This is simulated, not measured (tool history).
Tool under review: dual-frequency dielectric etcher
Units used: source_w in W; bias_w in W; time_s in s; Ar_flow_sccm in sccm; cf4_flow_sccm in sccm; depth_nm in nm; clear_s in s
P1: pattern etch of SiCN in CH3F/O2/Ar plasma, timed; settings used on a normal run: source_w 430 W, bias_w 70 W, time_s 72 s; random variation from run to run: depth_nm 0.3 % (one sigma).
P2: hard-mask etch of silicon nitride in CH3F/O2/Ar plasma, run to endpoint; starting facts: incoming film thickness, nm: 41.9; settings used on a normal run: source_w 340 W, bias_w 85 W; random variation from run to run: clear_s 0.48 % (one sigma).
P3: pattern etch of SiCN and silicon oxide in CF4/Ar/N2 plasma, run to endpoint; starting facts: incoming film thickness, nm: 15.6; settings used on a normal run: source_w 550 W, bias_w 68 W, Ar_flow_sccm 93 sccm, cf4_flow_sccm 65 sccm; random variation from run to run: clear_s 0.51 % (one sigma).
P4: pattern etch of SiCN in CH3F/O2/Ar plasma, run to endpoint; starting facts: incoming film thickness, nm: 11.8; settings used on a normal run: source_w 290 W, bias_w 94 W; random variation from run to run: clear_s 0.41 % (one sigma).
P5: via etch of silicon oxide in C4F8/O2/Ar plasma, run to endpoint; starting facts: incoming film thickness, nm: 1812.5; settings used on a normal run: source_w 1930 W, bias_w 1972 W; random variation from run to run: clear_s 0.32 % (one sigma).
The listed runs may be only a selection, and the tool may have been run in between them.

run	hour	process	source_w	bias_w	time_s	Ar_flow_sccm	cf4_flow_sccm	hours since the last wet clean	hours since the last source power generator calibration	hours since the last bias power generator calibration	depth_nm	clear_s
1	17.1	P1	430	70	72			87	1093	1140.1	27.456	
2	25	P1	430	70	45.5			94.9	1100.9	1148	17.253	
3	34.1	P1	430	49	40			104	1110	1157.1	13.576	
4	51.5	P1	430	70	95			121.4	1127.4	1174.5	36.168	
5	62.9	P5	1930	1972				132.8	1138.8	1185.9		372.48
6	72.7	P2	470	85				142.6	1148.6	1195.7		55.269
7	90.4	P4	290	94				160.3	1166.3	1213.4		32.287
8	107.9	P2	340	85				177.8	1183.8	1230.9		62.515
9	124.3	P4	290	71				194.2	1200.2	1247.3		35.971
10	132.1	P1	430	70	72			202	1208	1255.1	27.303	
11	145.2	P1	430	70	72			215.1	1221.1	1268.2	27.282	
12	162.7	P1	430	70	72			232.6	1238.6	1285.7	27.456	
13	174.9	P1	280	70	87.5			244.8	1250.8	1297.9	28.263	
14	183.9	P3	550	68		93	65	253.8	1259.8	1306.9		15.514
15	195.6	P5	1930	1474				265.5	1271.5	1318.6		404.6
16	203.2	P1	430	70	72			273.1	1279.1	1326.2	27.173	
17	211.1	P1	430	70	72			281	1287	1334.1	27.253	
18	221.2	P2	340	112				291.1	1297.1	1344.2		56.156
19	231.3	P1	430	50	72			301.2	1307.2	1354.3	24.502	
20	243.7	P4	290	94				313.6	1319.6	1366.7		32.093
21	256.1	P1	600	70	72			326	1332	1379.1	31.124	
22	264.3	P3	550	68		110	65	334.2	1340.2	1387.3		15.941

For run 23, what comes out?
23	272.7	P1	570	57	72			342.6	1348.6	1395.7	?	

Run 23 came out at depth_nm 28.303 nm.

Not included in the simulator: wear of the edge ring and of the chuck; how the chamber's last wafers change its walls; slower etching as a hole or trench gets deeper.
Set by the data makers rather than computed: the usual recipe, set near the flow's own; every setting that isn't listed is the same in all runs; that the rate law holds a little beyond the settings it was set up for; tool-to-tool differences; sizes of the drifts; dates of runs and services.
